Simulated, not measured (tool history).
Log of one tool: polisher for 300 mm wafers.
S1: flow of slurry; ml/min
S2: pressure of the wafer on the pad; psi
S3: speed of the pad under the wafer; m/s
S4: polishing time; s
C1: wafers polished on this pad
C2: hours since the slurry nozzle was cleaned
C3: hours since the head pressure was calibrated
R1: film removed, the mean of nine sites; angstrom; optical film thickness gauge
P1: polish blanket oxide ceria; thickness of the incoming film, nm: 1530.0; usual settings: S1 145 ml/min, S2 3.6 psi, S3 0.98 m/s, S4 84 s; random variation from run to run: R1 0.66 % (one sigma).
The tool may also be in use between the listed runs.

run,day,S1,S2,S3,S4,C1,C2,C3,R1
1,0.55,145,3.6,0.98,84,174,242.6,611.8,4113.2
2,1.154,145,3.6,0.98,84,291,257.1,626.3,4162.6
3,1.767,85,4.8,0.98,84,410,271.8,641,4910.7
4,2.288,145,3.6,0.98,43,512,284.3,653.5,2114.6
5,2.625,145,3.6,0.46,53,577,292.4,661.6,1231.9
6,2.933,145,3.6,0.68,84,637,299.8,669,2886.7
7,3.221,145,3.6,0.56,116,693,306.7,675.9,3297.9
8,3.521,145,3.6,0.98,125,752,313.9,683.1,6127.9
9,4.158,145,5.2,0.98,84,876,329.2,698.4,6017.3
10,4.708,145,3.6,0.98,84,983,342.4,711.6,4115
11,5.279,145,3.6,0.98,84,1094,356.1,725.3,4147.9
12,5.762,145,3.6,1.54,84,1188,367.7,736.9,6593.9
13,6.321,145,1.8,0.98,84,1297,381.1,750.3,2114
14,6.738,145,3.6,0.98,84,1378,391.1,760.3,4117.5
15,7.212,145,3.6,0.98,84,1470,402.5,771.7,4099.3
16,7.554,85,3.6,0.98,84,1537,410.7,779.9,3700.1
17,7.954,210,3.6,0.98,84,1614,420.3,789.5,4445.7
18,8.329,145,3.6,0.98,84,1687,429.3,798.5,4185.8

The next listed run, before its measurement:
19,8.646,145,3.6,0.98,84,1749,436.9,806.1,?

Run 19 gave R1 4111.1 angstrom.
